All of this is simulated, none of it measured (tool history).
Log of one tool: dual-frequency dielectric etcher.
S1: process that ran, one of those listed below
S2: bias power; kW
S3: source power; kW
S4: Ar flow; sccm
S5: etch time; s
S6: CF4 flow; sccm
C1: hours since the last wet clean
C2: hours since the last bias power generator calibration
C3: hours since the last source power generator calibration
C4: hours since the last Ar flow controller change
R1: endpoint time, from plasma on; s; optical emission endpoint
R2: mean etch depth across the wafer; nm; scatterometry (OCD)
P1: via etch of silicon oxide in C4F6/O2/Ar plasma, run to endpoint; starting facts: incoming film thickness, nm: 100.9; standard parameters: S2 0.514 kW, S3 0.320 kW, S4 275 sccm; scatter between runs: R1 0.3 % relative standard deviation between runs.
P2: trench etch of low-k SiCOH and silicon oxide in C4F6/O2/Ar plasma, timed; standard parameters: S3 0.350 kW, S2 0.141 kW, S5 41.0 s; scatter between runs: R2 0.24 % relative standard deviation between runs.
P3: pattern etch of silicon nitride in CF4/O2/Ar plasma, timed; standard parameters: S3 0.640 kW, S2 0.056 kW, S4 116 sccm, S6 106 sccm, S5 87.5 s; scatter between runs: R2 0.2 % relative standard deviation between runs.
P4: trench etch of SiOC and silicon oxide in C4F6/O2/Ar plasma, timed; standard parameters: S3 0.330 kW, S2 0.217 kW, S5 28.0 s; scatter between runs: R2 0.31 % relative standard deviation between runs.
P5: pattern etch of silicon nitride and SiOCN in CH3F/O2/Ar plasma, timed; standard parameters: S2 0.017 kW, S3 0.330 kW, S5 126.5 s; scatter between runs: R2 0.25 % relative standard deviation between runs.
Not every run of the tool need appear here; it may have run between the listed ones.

Run 1, hour 10.6: S1 P1, S2 0.514 kW, S3 0.320 kW, S4 275 sccm; C1 81.3; C2 3500.2; C3 1921.2; C4 603.4. Result: R1 23.882 s.
Run 2, hour 24.8: S1 P5, S2 0.017 kW, S3 0.440 kW, S5 126.5 s; C1 95.5; C2 3514.4; C3 1935.4; C4 617.6. Result: R2 15.053 nm.
Run 3, hour 41.1: S1 P1, S2 0.693 kW, S3 0.320 kW, S4 340 sccm; C1 111.8; C2 3530.7; C3 1951.7; C4 633.9. Result: R1 21.927 s.
Run 4, hour 50.3: S1 P1, S2 0.514 kW, S3 0.320 kW, S4 275 sccm; C1 121.0; C2 3539.9; C3 1960.9; C4 643.1. Result: R1 24.077 s.
Run 5, hour 64.9: S1 P3, S2 0.056 kW, S3 0.640 kW, S4 116 sccm, S5 87.5 s, S6 106 sccm; C1 135.6; C2 3554.5; C3 1975.5; C4 657.7. Result: R2 202.350 nm.
Run 6, hour 77.3: S1 P5, S2 0.017 kW, S3 0.330 kW, S5 126.5 s; C1 148.0; C2 3566.9; C3 1987.9; C4 670.1. Result: R2 13.739 nm.
Run 7, hour 85.9: S1 P3, S2 0.056 kW, S3 0.900 kW, S4 116 sccm, S5 87.5 s, S6 106 sccm; C1 156.6; C2 3575.5; C3 1996.5; C4 678.7. Result: R2 271.940 nm.
Run 8, hour 95.0: S1 P1, S2 0.514 kW, S3 0.320 kW, S4 275 sccm; C1 165.7; C2 3584.6; C3 2005.6; C4 687.8. Result: R1 24.151 s.
Run 9, hour 105.2: S1 P2, S2 0.141 kW, S3 0.200 kW, S5 41.0 s; C1 175.9; C2 3594.8; C3 2015.8; C4 698.0. Result: R2 90.132 nm.
Run 10, hour 112.7: S1 P4, S2 0.270 kW, S3 0.330 kW, S5 28.0 s; C1 183.4; C2 3602.3; C3 2023.3; C4 705.5. Result: R2 59.391 nm.
Run 11, hour 126.8: S1 P1, S2 0.514 kW, S3 0.320 kW, S4 275 sccm; C1 197.5; C2 3616.4; C3 2037.4; C4 719.6. Result: R1 24.014 s.
Run 12, hour 140.7: S1 P3, S2 0.056 kW, S3 0.640 kW, S4 116 sccm, S5 87.5 s, S6 144 sccm; C1 211.4; C2 3630.3; C3 2051.3; C4 733.5. Result: R2 209.940 nm.
Run 13, hour 155.0: S1 P1, S2 0.514 kW, S3 0.320 kW, S4 385 sccm; C1 225.7; C2 3644.6; C3 2065.6; C4 747.8. Result: R1 24.916 s.
Run 14, hour 162.5: S1 P1, S2 0.514 kW, S3 0.320 kW, S4 275 sccm; C1 233.2; C2 3652.1; C3 2073.1; C4 755.3. Result: R1 23.996 s.
Run 15, hour 174.7: S1 P4, S2 0.217 kW, S3 0.330 kW, S5 28.0 s; C1 245.4; C2 3664.3; C3 2085.3; C4 767.5. Result: R2 54.996 nm.
Run 16, hour 185.8: S1 P1, S2 0.514 kW, S3 0.240 kW, S4 275 sccm; C1 256.5; C2 3675.4; C3 2096.4; C4 778.6. Result: R1 26.705 s.
Run 17, hour 196.4: S1 P3, S2 0.035 kW, S3 0.640 kW, S4 116 sccm, S5 87.5 s, S6 106 sccm; C1 267.1; C2 3686.0; C3 2107.0; C4 789.2. Result: R2 170.890 nm.
Run 18, hour 207.7: S1 P1, S2 0.514 kW, S3 0.410 kW, S4 363 sccm; C1 278.4; C2 3697.3; C3 2118.3; C4 800.5. Result: R1 22.748 s.
Run 19, hour 218.1: S1 P5, S2 0.017 kW, S3 0.330 kW, S5 184.5 s; C1 288.8; C2 3707.7; C3 2128.7; C4 810.9. Result: R2 19.952 nm.
Run 20, hour 233.1: S1 P2, S2 0.141 kW, S3 0.350 kW, S5 41.0 s; C1 303.8; C2 3722.7; C3 2143.7; C4 825.9. Result: R2 112.150 nm.
Run 21, hour 244.1: S1 P2, S2 0.105 kW, S3 0.350 kW, S5 41.0 s; C1 314.8; C2 3733.7; C3 2154.7; C4 836.9. Result: R2 102.580 nm.
Run 22, hour 260.1: S1 P3, S2 0.056 kW, S3 0.640 kW, S4 116 sccm, S5 128.5 s, S6 106 sccm; C1 330.8; C2 3749.7; C3 2170.7; C4 852.9. Result: R2 296.320 nm.
Run 23, hour 277.0: S1 P3, S2 0.056 kW, S3 0.640 kW, S4 77 sccm, S5 87.5 s, S6 106 sccm; C1 347.7; C2 3766.6; C3 2187.6; C4 869.8. Result: R2 212.190 nm.
Run 24, hour 287.1: S1 P1, S2 0.377 kW, S3 0.320 kW, S4 275 sccm; C1 357.8; C2 3776.7; C3 2197.7; C4 879.9. Result: R1 27.009 s.
Run 25, hour 298.2: S1 P2, S2 0.141 kW, S3 0.350 kW, S5 41.0 s; C1 368.9; C2 3787.8; C3 2208.8; C4 891.0. Result: R2 111.730 nm.
Run 26, hour 314.2: S1 P4, S2 0.217 kW, S3 0.230 kW, S5 28.0 s; C1 384.9; C2 3803.8; C3 2224.8; C4 907.0. Result: R2 48.141 nm.
Run 27, hour 323.1: S1 P2, S2 0.141 kW, S3 0.350 kW, S5 61.5 s; C1 393.8; C2 3812.7; C3 2233.7; C4 915.9. Result: R2 167.420 nm.
Run 28, hour 336.8: S1 P1, S2 0.640 kW, S3 0.320 kW, S4 275 sccm; C1 407.5; C2 3826.4; C3 2247.4; C4 929.6. Result: R1 22.082 s.
Run 29, hour 352.1: S1 P5, S2 0.010 kW, S3 0.330 kW, S5 126.5 s; C1 422.8; C2 3841.7; C3 2262.7; C4 944.9. Result: R2 11.031 nm.
Run 30, hour 368.7: S1 P1, S2 0.514 kW, S3 0.320 kW, S4 175 sccm; C1 439.4; C2 3858.3; C3 2279.3; C4 961.5. Result: R1 22.836 s.
Run 31, hour 377.3: S1 P1, S2 0.313 kW, S3 0.320 kW, S4 326 sccm; C1 448.0; C2 3866.9; C3 2287.9; C4 970.1. Result: R1 29.342 s.
Run 32, hour 388.5: S1 P3, S2 0.056 kW, S3 0.640 kW, S4 116 sccm, S5 87.5 s, S6 106 sccm; C1 459.2; C2 3878.1; C3 2299.1; C4 981.3. Result: R2 202.540 nm.
Run 33, hour 404.8: S1 P4, S2 0.217 kW, S3 0.330 kW, S5 15.5 s; C1 475.5; C2 3894.4; C3 2315.4; C4 997.6. Result: R2 30.462 nm.
Run 34, hour 418.6: S1 P1, S2 0.514 kW, S3 0.390 kW, S4 275 sccm; C1 489.3; C2 3908.2; C3 2329.2; C4 1011.4. Result: R1 22.394 s.
Run 35, hour 429.8: S1 P1, S2 0.514 kW, S3 0.320 kW, S4 275 sccm; C1 500.5; C2 3919.4; C3 2340.4; C4 1022.6. Result: R1 24.032 s.
Run 36, hour 443.9: S1 P1, S2 0.514 kW, S3 0.320 kW, S4 275 sccm; C1 514.6; C2 3933.5; C3 2354.5; C4 1036.7. Result: R1 24.034 s.
Run 37, hour 456.3: S1 P1, S2 0.514 kW, S3 0.320 kW, S4 275 sccm; C1 527.0; C2 3945.9; C3 2366.9; C4 1049.1. Result: R1 24.296 s.
Run 38, hour 465.4: S1 P1, S2 0.514 kW, S3 0.320 kW, S4 275 sccm; C1 536.1; C2 3955.0; C3 2376.0; C4 1058.2. Result: R1 24.240 s.
Run 39, hour 480.5: S1 P1, S2 0.514 kW, S3 0.320 kW, S4 275 sccm; C1 551.2; C2 3970.1; C3 2391.1; C4 1073.3. Result: R1 24.231 s.
At hour 480.9: Ar flow controller replaced.
Run 40, hour 493.7: S1 P1, S2 0.514 kW, S3 0.320 kW, S4 275 sccm; C1 564.4; C2 3983.3; C3 2404.3; C4 12.9. Result: R1 24.493 s.
At hour 503.5: wet clean of the chamber.
Run 41, hour 509.9: S1 P1, S2 0.514 kW, S3 0.320 kW, S4 275 sccm; C1 6.4; C2 3999.5; C3 2420.5; C4 29.1. Result: R1 24.310 s.
Run 42, hour 521.6: S1 P1, S2 0.514 kW, S3 0.320 kW, S4 275 sccm; C1 18.1; C2 4011.2; C3 2432.2; C4 40.8. Result: R1 24.488 s.
Run 43, hour 533.0: S1 P1, S2 0.514 kW, S3 0.320 kW, S4 275 sccm; C1 29.5; C2 4022.6; C3 2443.6; C4 52.2. Result: R1 24.321 s.
Run 44, hour 543.5: S1 P1, S2 0.514 kW, S3 0.320 kW, S4 275 sccm; C1 40.0; C2 4033.1; C3 2454.1; C4 62.7. Result: R1 24.190 s.
Run 45, hour 557.9: S1 P1, S2 0.514 kW, S3 0.320 kW, S4 275 sccm; C1 54.4; C2 4047.5; C3 2468.5; C4 77.1. Result: R1 24.441 s.

Something has made what P1 gives creep away from where it was; the 2 causes below, each at its own stated size, fit the log equally well:
A: bias power that arrives under what is set, % = 3.9
B: source power that arrives under what is set, % = 4.02
Creep in the process output first set in at about hour 429.8.
Excluded causes, each with its reason:
chamber walls in a state that lowers the etch rate, %: maintenance at hour 503.5, after the shift began, did not return the process to its former output
Ar flow that arrives over what is set, %: maintenance at hour 480.9, after the shift began, did not return the process to its former output

The check runs listed below each take one wafer, and their results are still question marks. Under which run would the listed causes lead to clearly different results?
Run check 1, hour 572.3: S1 P5, S2 0.017 kW, S3 0.410 kW, S5 126.5 s. Result: R2 ?.
Run check 2, hour 572.3: S1 P4, S2 0.217 kW, S3 0.270 kW, S5 15.5 s. Result: R2 ?.
Run check 3, hour 572.3: S1 P2, S2 0.116 kW, S3 0.350 kW, S5 41.0 s. Result: R2 ?.
Run check 4, hour 572.3: S1 P3, S2 0.056 kW, S3 0.890 kW, S4 116 sccm, S5 108.5 s, S6 106 sccm. Result: R2 ?.

How each check would come out, cause by cause:
  check  result     if A     if B
check 1      R2   14.491   14.520
check 2      R2   27.842   27.779
check 3      R2  104.380  103.860
check 4      R2  329.050  322.190
Gap, in per cent, between the two causes that each check separates least, read from the result that separates them most: check 1 0.2 %; check 2 0.23 %; check 3 0.5 %; check 4 2.11 %
The other checks would show nearly matching results whichever cause is true, so check 4 is the only one that separates the causes.

With check 4 done, the readings were: R2 329.260 nm. Identify which of the listed causes applies.

The correct cause is A, namely: bias power that arrives under what is set, %.

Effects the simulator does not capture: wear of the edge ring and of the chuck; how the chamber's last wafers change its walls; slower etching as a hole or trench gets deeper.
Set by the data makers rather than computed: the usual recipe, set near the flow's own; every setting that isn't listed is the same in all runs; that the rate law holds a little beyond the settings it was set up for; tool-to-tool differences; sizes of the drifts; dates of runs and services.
